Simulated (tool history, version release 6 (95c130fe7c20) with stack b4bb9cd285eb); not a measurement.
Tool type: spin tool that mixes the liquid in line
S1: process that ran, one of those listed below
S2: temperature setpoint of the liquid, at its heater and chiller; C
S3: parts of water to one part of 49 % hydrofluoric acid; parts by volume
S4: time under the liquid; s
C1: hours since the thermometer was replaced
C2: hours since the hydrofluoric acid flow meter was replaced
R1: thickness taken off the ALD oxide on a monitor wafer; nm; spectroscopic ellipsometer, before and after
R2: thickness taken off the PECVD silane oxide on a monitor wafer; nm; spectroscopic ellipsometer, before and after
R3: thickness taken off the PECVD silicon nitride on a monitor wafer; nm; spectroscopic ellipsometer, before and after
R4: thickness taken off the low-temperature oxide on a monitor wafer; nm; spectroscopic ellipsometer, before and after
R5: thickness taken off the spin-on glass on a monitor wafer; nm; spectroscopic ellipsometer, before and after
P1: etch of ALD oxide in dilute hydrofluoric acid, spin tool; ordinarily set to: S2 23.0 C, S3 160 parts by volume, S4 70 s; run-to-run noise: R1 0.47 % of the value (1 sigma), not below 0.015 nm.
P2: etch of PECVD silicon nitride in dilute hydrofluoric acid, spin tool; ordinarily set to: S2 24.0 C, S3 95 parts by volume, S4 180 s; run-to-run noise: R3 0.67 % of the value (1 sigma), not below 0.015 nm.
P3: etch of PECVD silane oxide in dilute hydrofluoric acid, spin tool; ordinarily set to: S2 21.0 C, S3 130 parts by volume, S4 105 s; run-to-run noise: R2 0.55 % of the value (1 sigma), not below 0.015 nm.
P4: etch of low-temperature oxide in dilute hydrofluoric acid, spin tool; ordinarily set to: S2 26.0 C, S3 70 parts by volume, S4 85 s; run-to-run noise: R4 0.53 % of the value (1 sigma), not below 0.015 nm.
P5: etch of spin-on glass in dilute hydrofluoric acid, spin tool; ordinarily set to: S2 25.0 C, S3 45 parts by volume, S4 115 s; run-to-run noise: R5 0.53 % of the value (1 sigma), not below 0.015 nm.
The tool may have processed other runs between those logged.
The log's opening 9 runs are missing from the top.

run,hour,S1,S2,S3,S4,C1,C2,R1,R2,R3,R4,R5
10,68.7,P1,23.0,160,70,264.7,976.5,6.3791,,,,
11,77.0,P4,26.0,40,85,273.0,984.8,,,,48.5910,
12,83.8,P3,29.5,130,105,279.8,991.6,,19.3190,,,
13,89.3,P2,24.0,95,180,285.3,997.1,,,3.8222,,
14,95.7,P4,26.0,70,85,291.7,1003.5,,,,26.6280,
15,101.8,P4,26.0,70,15,297.8,1009.6,,,,4.7188,
16,111.3,P2,19.0,95,180,307.3,1019.1,,,2.7413,,
17,119.4,P1,17.0,160,30,315.4,1027.2,2.1495,,,,
18,125.6,P3,21.0,130,105,321.6,1033.4,,13.9750,,,
19,131.2,P5,25.0,45,20,327.2,1039.0,,,,,10.325
20,141.4,P2,24.0,95,180,337.4,1049.2,,,3.8963,,
21,148.8,P1,17.5,160,70,344.8,1056.6,5.1496,,,,
# hour 150.2: hydrofluoric acid flow meter replaced
22,154.1,P5,25.0,25,115,350.1,3.9,,,,,109.480
23,164.8,P5,33.5,45,115,360.8,14.6,,,,,83.997
# hour 174.1: thermometer replaced
24,174.1,P1,27.0,160,70,0.1,23.9,7.3506,,,,
25,180.4,P1,19.0,160,125,6.4,30.2,9.7127,,,,

What does the tool deliver on the next run?
26,185.8,P4,33.5,70,85,11.8,35.6,,,,?,

{"run 26": {"R4": 35.657}}
